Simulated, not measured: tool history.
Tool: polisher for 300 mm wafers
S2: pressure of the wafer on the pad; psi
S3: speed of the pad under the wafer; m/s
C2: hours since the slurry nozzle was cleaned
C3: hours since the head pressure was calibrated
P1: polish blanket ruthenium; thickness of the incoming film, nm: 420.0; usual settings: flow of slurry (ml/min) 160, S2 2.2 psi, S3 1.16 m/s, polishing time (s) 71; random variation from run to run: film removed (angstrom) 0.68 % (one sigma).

Run 1, day 0.550: flow of slurry (ml/min) 160, S2 2.2 psi, S3 1.16 m/s, polishing time (s) 71; wafers polished on this pad 752; C2 79.9; C3 574.7. Result: film removed (angstrom) 913.23.
Run 2, day 1.296: flow of slurry (ml/min) 160, S2 2.2 psi, S3 1.16 m/s, polishing time (s) 111; wafers polished on this pad 904; C2 97.8; C3 592.6. Result: film removed (angstrom) 1432.80.
Run 3, day 1.729: flow of slurry (ml/min) 160, S2 2.2 psi, S3 1.16 m/s, polishing time (s) 71; wafers polished on this pad 992; C2 108.2; C3 603.0. Result: film removed (angstrom) 906.84.
Run 4, day 2.129: flow of slurry (ml/min) 160, S2 2.2 psi, S3 1.16 m/s, polishing time (s) 71; wafers polished on this pad 1073; C2 117.8; C3 612.6. Result: film removed (angstrom) 912.24.
Run 5, day 2.488: flow of slurry (ml/min) 160, S2 2.2 psi, S3 0.58 m/s, polishing time (s) 71; wafers polished on this pad 1146; C2 126.4; C3 621.2. Result: film removed (angstrom) 453.25.
Run 6, day 2.917: flow of slurry (ml/min) 160, S2 1.7 psi, S3 1.16 m/s, polishing time (s) 39; wafers polished on this pad 1233; C2 136.7; C3 631.5. Result: film removed (angstrom) 387.90.
Run 7, day 3.425: flow of slurry (ml/min) 215, S2 2.2 psi, S3 1.16 m/s, polishing time (s) 71; wafers polished on this pad 1336; C2 148.9; C3 643.7. Result: film removed (angstrom) 954.24.
Run 8, day 4.108: flow of slurry (ml/min) 160, S2 3.5 psi, S3 1.16 m/s, polishing time (s) 71; wafers polished on this pad 1475; C2 165.3; C3 660.1. Result: film removed (angstrom) 1451.90.
Run 9, day 4.854: flow of slurry (ml/min) 160, S2 3.0 psi, S3 1.16 m/s, polishing time (s) 105; wafers polished on this pad 1626; C2 183.2; C3 678.0. Result: film removed (angstrom) 1845.50.
Run 10, day 5.654: flow of slurry (ml/min) 160, S2 2.2 psi, S3 1.16 m/s, polishing time (s) 71; wafers polished on this pad 1789; C2 202.4; C3 697.2. Result: film removed (angstrom) 906.65.
Run 11, day 6.242: flow of slurry (ml/min) 160, S2 2.2 psi, S3 1.16 m/s, polishing time (s) 40; wafers polished on this pad 1908; C2 216.5; C3 711.3. Result: film removed (angstrom) 506.00.
Run 12, day 6.675: flow of slurry (ml/min) 95, S2 2.2 psi, S3 1.16 m/s, polishing time (s) 71; wafers polished on this pad 1996; C2 226.9; C3 721.7. Result: film removed (angstrom) 824.49.
Run 13, day 7.092: flow of slurry (ml/min) 160, S2 1.0 psi, S3 1.16 m/s, polishing time (s) 71; wafers polished on this pad 2081; C2 236.9; C3 731.7. Result: film removed (angstrom) 417.40.
Run 14, day 7.725: flow of slurry (ml/min) 160, S2 2.2 psi, S3 1.70 m/s, polishing time (s) 71; wafers polished on this pad 2210; C2 252.1; C3 746.9. Result: film removed (angstrom) 1335.80.
Run 15, day 8.450: flow of slurry (ml/min) 160, S2 2.2 psi, S3 1.16 m/s, polishing time (s) 71; wafers polished on this pad 2357; C2 269.5; C3 764.3. Result: film removed (angstrom) 907.94.
Run 16, day 9.233: flow of slurry (ml/min) 160, S2 2.2 psi, S3 1.16 m/s, polishing time (s) 71; wafers polished on this pad 2516; C2 288.3; C3 783.1. Result: film removed (angstrom) 923.95.
Run 17, day 9.771: flow of slurry (ml/min) 160, S2 2.2 psi, S3 1.16 m/s, polishing time (s) 71; wafers polished on this pad 2625; C2 301.2; C3 796.0. Result: film removed (angstrom) 884.15.
Run 18, day 10.492: flow of slurry (ml/min) 160, S2 2.2 psi, S3 1.16 m/s, polishing time (s) 71; wafers polished on this pad 2772; C2 318.5; C3 813.3. Result: film removed (angstrom) 863.63.
Run 19, day 11.125: flow of slurry (ml/min) 160, S2 2.2 psi, S3 1.16 m/s, polishing time (s) 71; wafers polished on this pad 2900; C2 333.7; C3 828.5. Result: film removed (angstrom) 869.19.
Run 20, day 11.662: flow of slurry (ml/min) 160, S2 2.2 psi, S3 1.16 m/s, polishing time (s) 71; wafers polished on this pad 3010; C2 346.6; C3 841.4. Result: film removed (angstrom) 868.87.
Run 21, day 12.012: flow of slurry (ml/min) 160, S2 2.2 psi, S3 1.16 m/s, polishing time (s) 71; wafers polished on this pad 3081; C2 355.0; C3 849.8. Result: film removed (angstrom) 842.75.

Forecast run 22:
Run 22, day 12.700: flow of slurry (ml/min) 160, S2 2.2 psi, S3 1.16 m/s, polishing time (s) 71; wafers polished on this pad 3220; C2 371.5; C3 866.3. Result: film removed (angstrom) ?.

film removed (angstrom): 850.31

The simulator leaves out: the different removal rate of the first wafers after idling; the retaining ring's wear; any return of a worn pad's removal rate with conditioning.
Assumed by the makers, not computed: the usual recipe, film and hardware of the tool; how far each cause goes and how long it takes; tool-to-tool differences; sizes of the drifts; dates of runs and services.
